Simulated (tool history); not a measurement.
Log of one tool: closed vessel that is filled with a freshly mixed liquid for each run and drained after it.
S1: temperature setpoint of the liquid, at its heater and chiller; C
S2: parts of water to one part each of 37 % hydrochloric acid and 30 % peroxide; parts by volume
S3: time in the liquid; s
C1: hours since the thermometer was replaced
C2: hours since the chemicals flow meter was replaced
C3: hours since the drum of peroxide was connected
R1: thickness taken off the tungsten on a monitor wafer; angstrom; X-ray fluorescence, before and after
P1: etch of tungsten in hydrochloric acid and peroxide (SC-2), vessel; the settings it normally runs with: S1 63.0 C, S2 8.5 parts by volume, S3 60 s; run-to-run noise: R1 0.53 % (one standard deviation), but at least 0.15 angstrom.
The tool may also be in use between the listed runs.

run	hour	S1	S2	S3	C1	C2	C3	R1
1	16.7	63.0	8.5	60	1169.1	280.0	108.1	384.260
2	32.6	72.0	13.5	60	1185.0	295.9	124.0	443.980
3	49.4	63.0	4.0	60	1201.8	312.7	140.8	672.390
4	63.4	63.0	8.5	60	1215.8	326.7	154.8	383.010
5	72.7	47.5	8.5	60	1225.1	336.0	164.1	141.400
# hour 82.7: chemicals flow meter replaced
6	90.6	72.0	8.5	60	1243.0	7.9	182.0	660.690
7	108.6	63.0	8.5	60	1261.0	25.9	200.0	381.330
8	122.1	63.0	8.5	60	1274.5	39.4	213.5	382.370
9	134.8	63.0	14.0	60	1287.2	52.1	226.2	253.060
10	150.4	63.0	8.5	115	1302.8	67.7	241.8	736.570
11	167.5	63.0	8.5	30	1319.9	84.8	258.9	192.730
12	185.5	63.0	8.5	60	1337.9	102.8	276.9	384.440
13	203.3	63.0	8.5	60	1355.7	120.6	294.7	388.020
14	213.7	63.0	8.5	60	1366.1	131.0	305.1	382.940
15	229.5	52.5	8.5	30	1381.9	146.8	320.9	98.231

What does the tool deliver on the next run?
16	245.5	63.0	8.5	60	1397.9	162.8	336.9	?

For run 16 the tool returned R1 383.270 angstrom.

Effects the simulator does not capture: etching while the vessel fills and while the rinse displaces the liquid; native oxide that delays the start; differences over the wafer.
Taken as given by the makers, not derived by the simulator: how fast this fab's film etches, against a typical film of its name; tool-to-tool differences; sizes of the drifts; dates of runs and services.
